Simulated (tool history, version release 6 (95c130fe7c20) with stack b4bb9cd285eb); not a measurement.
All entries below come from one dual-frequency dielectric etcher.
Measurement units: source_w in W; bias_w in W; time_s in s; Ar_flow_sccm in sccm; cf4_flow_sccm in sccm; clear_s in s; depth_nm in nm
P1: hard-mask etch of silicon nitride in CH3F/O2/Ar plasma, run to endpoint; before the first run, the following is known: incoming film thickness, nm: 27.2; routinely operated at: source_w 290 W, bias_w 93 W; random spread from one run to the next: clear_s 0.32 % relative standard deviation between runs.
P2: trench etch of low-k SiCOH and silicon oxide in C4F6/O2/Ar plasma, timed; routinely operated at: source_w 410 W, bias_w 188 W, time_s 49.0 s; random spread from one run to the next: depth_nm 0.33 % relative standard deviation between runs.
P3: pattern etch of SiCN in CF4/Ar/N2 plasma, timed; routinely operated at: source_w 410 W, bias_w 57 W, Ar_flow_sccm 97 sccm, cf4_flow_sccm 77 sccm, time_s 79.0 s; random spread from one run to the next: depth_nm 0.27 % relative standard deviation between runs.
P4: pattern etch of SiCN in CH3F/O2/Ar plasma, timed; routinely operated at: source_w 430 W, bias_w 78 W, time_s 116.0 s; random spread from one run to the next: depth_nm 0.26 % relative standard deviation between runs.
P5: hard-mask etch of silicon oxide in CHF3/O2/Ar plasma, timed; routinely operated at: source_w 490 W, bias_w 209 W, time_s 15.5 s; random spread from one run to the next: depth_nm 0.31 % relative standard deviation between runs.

run     day  process  source_w  bias_w  time_s  Ar_flow_sccm  cf4_flow_sccm  clear_s  depth_nm
  1   0.654       P1       290      93                                        40.611
  2   1.158       P2       410     124    49.0                                         143.200
  3   1.929       P3       410      57    79.0            97             49             54.872
  4   2.438       P1       290      60                                        47.455
  5   2.808       P3       410      78    79.0            97             77             65.693
  6   3.221       P1       390     127                                        32.329
  7   3.771       P4       430      78   164.5                                          65.848
  8   4.504       P2       410     188    49.0                                         162.900
  9   4.933       P1       390      93                                        36.369
 10   5.642       P1       290     129                                        35.979
 11   6.054       P4       430      59   116.0                                          42.033
 12   6.392       P4       300      78   116.0                                          40.528
 13   6.888       P1       290      93                                        40.889
 14   7.388       P1       290      93                                        40.830
 15   7.812       P5       360     209    15.5                                          27.414
 16   8.517       P3       410      57    79.0            97             77             58.888
 17   9.208       P1       220      93                                        45.281
 18   9.825       P4       430      78   116.0                                          46.326
 19  10.396       P1       290      93                                        40.734
 20  11.162       P5       490     280    15.5                                          34.052
 21  11.896       P3       410      57   110.0            97             77             81.615
 22  12.446       P1       240     128                                        38.565
 23  13.121       P5       490     209    15.5                                          30.845
 24  13.708       P2       410     188    60.5                                         202.240
 25  14.150       P3       250      57    79.0            97             77             38.186
 26  14.658       P3       410      57    79.0            57             77             63.592
 27  15.442       P2       540     188    49.0                                         182.210
 28  16.088       P5       490     209     9.0                                          17.725
 29  16.700       P3       410      57    79.0            97             77             58.921
 30  17.312       P1       290      93                                        40.778
 31  17.846       P1       290      93                                        40.615
 32  18.471       P1       290      93                                        40.822
 33  19.054       P1       290      93                                        40.650
 34  19.817       P1       290      93                                        40.771
 35  20.604       P1       290      93                                        41.043
 36  21.046       P1       290      93                                        41.145
 37  21.475       P1       290      93                                        41.198
 38  22.154       P1       290      93                                        41.254
     22.362  -- wet clean of the chamber
 39  22.888       P1       290      93                                        41.218
 40  23.579       P1       290      93                                        41.437
 41  24.038       P1       290      93                                        41.318
 42  24.533       P1       290      93                                        41.213
 43  25.146       P1       290      93                                        41.275
 44  25.817       P1       290      93                                        41.419

Compared with where it was, what P1 gives has crept away. Each cause listed below fits the log as well as the rest, at the size given for it:
A: bias power that arrives under what is set, % = 4.31
B: source power that arrives under what is set, % = 4.28
At approximately day 19.054, the process output began to creep.
Other possible causes, and why each is ruled out:
chamber walls in a state that lowers the etch rate, %: work on it at day 22.362, done after the drift set in, did not restore what the process gave before

Below are 4 check runs, each on a single wafer, with their results shown as question marks. Which of them would tell the listed causes apart, meaning the causes would give clearly different results under it?
check 1  26.488       P5       490     209    15.5                                               ?
check 2  26.488       P2       410     188    49.0                                               ?
check 3  26.488       P3       410      57    79.0            97             77                  ?
check 4  26.488       P4       430      78   116.0                                               ?

Outcome of each check run for each possible cause:
  check    result     if A     if B
check 1  depth_nm   30.256   30.222
check 2  depth_nm  160.970  160.480
check 3  depth_nm   58.027   56.625
check 4  depth_nm   45.541   45.510
How far apart the two closest causes lie, in the result that separates them most: check 1 0.11 %; check 2 0.3 %; check 3 2.45 %; check 4 0.07 %
Check 3 distinguishes between the causes, while the remaining checks would return nearly the same result for all of them.

After running check 3, the following was obtained: depth_nm 56.658 nm. Which cause does this point to?

It is B: source power that arrives under what is set, %.
